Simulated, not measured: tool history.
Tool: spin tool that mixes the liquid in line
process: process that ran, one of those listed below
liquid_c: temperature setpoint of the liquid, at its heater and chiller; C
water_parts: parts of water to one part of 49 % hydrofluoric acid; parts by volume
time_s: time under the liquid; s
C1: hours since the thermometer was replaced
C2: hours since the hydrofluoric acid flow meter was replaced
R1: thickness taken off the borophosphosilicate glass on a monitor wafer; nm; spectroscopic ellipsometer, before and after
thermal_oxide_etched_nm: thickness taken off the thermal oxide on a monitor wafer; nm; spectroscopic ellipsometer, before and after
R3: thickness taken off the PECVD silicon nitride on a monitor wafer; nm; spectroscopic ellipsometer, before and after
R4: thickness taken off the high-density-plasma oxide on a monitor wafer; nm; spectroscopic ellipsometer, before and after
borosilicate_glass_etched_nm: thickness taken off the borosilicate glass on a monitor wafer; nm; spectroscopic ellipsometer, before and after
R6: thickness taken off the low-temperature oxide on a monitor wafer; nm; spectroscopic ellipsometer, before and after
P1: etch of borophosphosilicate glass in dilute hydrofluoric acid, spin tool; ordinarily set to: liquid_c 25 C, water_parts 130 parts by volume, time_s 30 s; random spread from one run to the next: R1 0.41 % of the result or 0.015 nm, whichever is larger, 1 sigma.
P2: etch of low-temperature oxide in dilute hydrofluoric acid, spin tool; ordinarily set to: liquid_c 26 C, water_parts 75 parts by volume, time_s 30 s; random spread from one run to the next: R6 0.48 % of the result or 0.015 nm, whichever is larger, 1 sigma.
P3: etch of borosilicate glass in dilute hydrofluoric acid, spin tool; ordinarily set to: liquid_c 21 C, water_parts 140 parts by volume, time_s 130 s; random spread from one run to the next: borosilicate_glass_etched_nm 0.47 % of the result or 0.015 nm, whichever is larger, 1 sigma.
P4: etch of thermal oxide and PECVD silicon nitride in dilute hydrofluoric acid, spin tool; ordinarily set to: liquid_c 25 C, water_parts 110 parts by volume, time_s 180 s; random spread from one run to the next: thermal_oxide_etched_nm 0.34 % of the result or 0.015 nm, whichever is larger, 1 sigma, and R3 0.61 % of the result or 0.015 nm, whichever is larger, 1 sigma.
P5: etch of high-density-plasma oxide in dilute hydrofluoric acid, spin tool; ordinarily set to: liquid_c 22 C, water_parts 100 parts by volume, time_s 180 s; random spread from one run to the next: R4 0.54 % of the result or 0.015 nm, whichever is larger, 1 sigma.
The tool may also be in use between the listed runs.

run 1 hour=6 | process=P1 liquid_c=25 water_parts=130 time_s=30 | C1=1248.7 C2=649.6 | R1=12.001
run 2 hour=11.1 | process=P1 liquid_c=25 water_parts=20 time_s=30 | C1=1253.8 C2=654.7 | R1=90.154
run 3 hour=16 | process=P4 liquid_c=25 water_parts=110 time_s=180 | C1=1258.7 C2=659.6 | thermal_oxide_etched_nm=7.9288 R3=4.7282
run 4 hour=20.1 | process=P1 liquid_c=25 water_parts=220 time_s=30 | C1=1262.8 C2=663.7 | R1=6.3735
run 5 hour=27.8 | process=P5 liquid_c=22 water_parts=100 time_s=180 | C1=1270.5 C2=671.4 | R4=8.8633
run 6 hour=32.6 | process=P3 liquid_c=21 water_parts=140 time_s=130 | C1=1275.3 C2=676.2 | borosilicate_glass_etched_nm=34.778
run 7 hour=40.5 | process=P4 liquid_c=30.5 water_parts=110 time_s=180 | C1=1283.2 C2=684.1 | thermal_oxide_etched_nm=9.8191 R3=6.6417
run 8 hour=46.7 | process=P1 liquid_c=25 water_parts=130 time_s=30 | C1=1289.4 C2=690.3 | R1=12.081
run 9 hour=51.1 | process=P5 liquid_c=17 water_parts=100 time_s=180 | C1=1293.8 C2=694.7 | R4=7.2726
run 10 hour=55.4 | process=P1 liquid_c=31 water_parts=130 time_s=45 | C1=1298.1 C2=699 | R1=22.655
run 11 hour=61.9 | process=P1 liquid_c=25 water_parts=130 time_s=15 | C1=1304.6 C2=705.5 | R1=5.9981
run 12 hour=65.3 | process=P5 liquid_c=22 water_parts=100 time_s=180 | C1=1308 C2=708.9 | R4=8.9083
run 13 hour=70.4 | process=P3 liquid_c=21 water_parts=75 time_s=130 | C1=1313.1 C2=714 | borosilicate_glass_etched_nm=70.333
run 14 hour=74.1 | process=P2 liquid_c=26 water_parts=75 time_s=50 | C1=1316.8 C2=717.7 | R6=24.639
run 15 hour=79.1 | process=P1 liquid_c=21 water_parts=130 time_s=15 | C1=1321.8 C2=722.7 | R1=5.1777
run 16 hour=82.7 | process=P5 liquid_c=22 water_parts=180 time_s=180 | C1=1325.4 C2=726.3 | R4=4.5217
run 17 hour=88.6 | process=P2 liquid_c=26 water_parts=75 time_s=30 | C1=1331.3 C2=732.2 | R6=14.597
run 18 hour=93.1 | process=P1 liquid_c=28 water_parts=225 time_s=30 | C1=1335.8 C2=736.7 | R1=6.936
run 19 hour=98.3 | process=P3 liquid_c=21 water_parts=140 time_s=15 | C1=1341 C2=741.9 | borosilicate_glass_etched_nm=4.0101
run 20 hour=106.2 | process=P1 liquid_c=25 water_parts=130 time_s=30 | C1=1348.9 C2=749.8 | R1=12.045
run 21 hour=110.7 | process=P5 liquid_c=22 water_parts=100 time_s=15 | C1=1353.4 C2=754.3 | R4=0.74507
run 22 hour=118.4 | process=P1 liquid_c=25 water_parts=130 time_s=60 | C1=1361.1 C2=762 | R1=23.934
run 23 hour=122.8 | process=P1 liquid_c=17 water_parts=130 time_s=30 | C1=1365.5 C2=766.4 | R1=8.8007
run 24 hour=127.5 | process=P1 liquid_c=25 water_parts=130 time_s=30 | C1=1370.2 C2=771.1 | R1=11.925
run 25 hour=134.2 | process=P1 liquid_c=31 water_parts=130 time_s=30 | C1=1376.9 C2=777.8 | R1=15.041
run 26 hour=140.3 | process=P4 liquid_c=25 water_parts=30 time_s=180 | C1=1383 C2=783.9 | thermal_oxide_etched_nm=32.373 R3=16.828
run 27 hour=145.7 | process=P4 liquid_c=25 water_parts=110 time_s=55 | C1=1388.4 C2=789.3 | thermal_oxide_etched_nm=2.4298 R3=1.4455
run 28 hour=152.6 | process=P4 liquid_c=25 water_parts=110 time_s=180 | C1=1395.3 C2=796.2 | thermal_oxide_etched_nm=7.9581 R3=4.7244
run 29 hour=159.5 | process=P3 liquid_c=28 water_parts=140 time_s=130 | C1=1402.2 C2=803.1 | borosilicate_glass_etched_nm=45.626
run 30 hour=163.5 | process=P2 liquid_c=26 water_parts=110 time_s=30 | C1=1406.2 C2=807.1 | R6=9.7075
run 31 hour=171.4 | process=P2 liquid_c=30.5 water_parts=75 time_s=30 | C1=1414.1 C2=815 | R6=17.64
run 32 hour=176.3 | process=P1 liquid_c=25 water_parts=130 time_s=30 | C1=1419 C2=819.9 | R1=12.036
run 33 hour=183.4 | process=P1 liquid_c=25 water_parts=130 time_s=30 | C1=1426.1 C2=827 | R1=12.013
run 34 hour=188.1 | process=P1 liquid_c=25 water_parts=130 time_s=30 | C1=1430.8 C2=831.7 | R1=11.661
run 35 hour=192.4 | process=P1 liquid_c=25 water_parts=130 time_s=30 | C1=1435.1 C2=836 | R1=11.564
run 36 hour=196.9 | process=P1 liquid_c=25 water_parts=130 time_s=30 | C1=1439.6 C2=840.5 | R1=11.458
run 37 hour=201.1 | process=P1 liquid_c=25 water_parts=130 time_s=30 | C1=1443.8 C2=844.7 | R1=11.434
run 38 hour=207.6 | process=P1 liquid_c=25 water_parts=130 time_s=30 | C1=1450.3 C2=851.2 | R1=11.282
run 39 hour=212.4 | process=P1 liquid_c=25 water_parts=130 time_s=30 | C1=1455.1 C2=856 | R1=11.25
run 40 hour=218.7 | process=P1 liquid_c=25 water_parts=130 time_s=30 | C1=1461.4 C2=862.3 | R1=11.24
run 41 hour=223.5 | process=P1 liquid_c=25 water_parts=130 time_s=30 | C1=1466.2 C2=867.1 | R1=11.245
run 42 hour=227.3 | process=P1 liquid_c=25 water_parts=130 time_s=30 | C1=1470 C2=870.9 | R1=11.168
run 43 hour=233.9 | process=P1 liquid_c=25 water_parts=130 time_s=30 | C1=1476.6 C2=877.5 | R1=11.206
run 44 hour=238 | process=P1 liquid_c=25 water_parts=130 time_s=30 | C1=1480.7 C2=881.6 | R1=11.197

P1 has crept away from where it was. The log is fitted equally well by each of these 2 causes, at the sizes shown:
A: liquid colder than its thermometer reads (K) = 1.88
B: hydrofluoric acid flow below the setpoint (%) = 6.07
The process output started creeping at around hour 183.4.

4 check runs are offered, one wafer each, their results left as question marks. Which one tells the causes apart?
run check 1 hour=242.1 | process=P2 liquid_c=26 water_parts=75 time_s=30 | R6=?
run check 2 hour=242.1 | process=P3 liquid_c=21 water_parts=140 time_s=130 | borosilicate_glass_etched_nm=?
run check 3 hour=242.1 | process=P4 liquid_c=25 water_parts=110 time_s=180 | thermal_oxide_etched_nm=? R3=?
run check 4 hour=242.1 | process=P5 liquid_c=22 water_parts=100 time_s=180 | R4=?

How each check would come out, cause by cause:
check=check_1 result=R6 if_A=13.715 if_B=13.798
check=check_2 result=borosilicate_glass_etched_nm if_A=32.262 if_B=32.356
check=check_3 result=thermal_oxide_etched_nm if_A=7.3625 if_B=7.381
check=check_3 result=R3 if_A=4.1641 if_B=4.4269
check=check_4 result=R4 if_A=8.2632 if_B=8.3159
Per check, the gap between the least separated pair of causes, taken in the result that splits them most: check 1 0.61 %; check 2 0.29 %; check 3 6.12 %; check 4 0.64 %
Of the check runs offered, only check 3 discriminates between the causes; the rest would read about the same regardless of which cause applies.

After running check 3, the following was obtained: thermal_oxide_etched_nm 7.3545 nm; R3 4.1819 nm. Which cause does this point to?

Of the candidate causes, it is A: liquid colder than its thermometer reads (K).

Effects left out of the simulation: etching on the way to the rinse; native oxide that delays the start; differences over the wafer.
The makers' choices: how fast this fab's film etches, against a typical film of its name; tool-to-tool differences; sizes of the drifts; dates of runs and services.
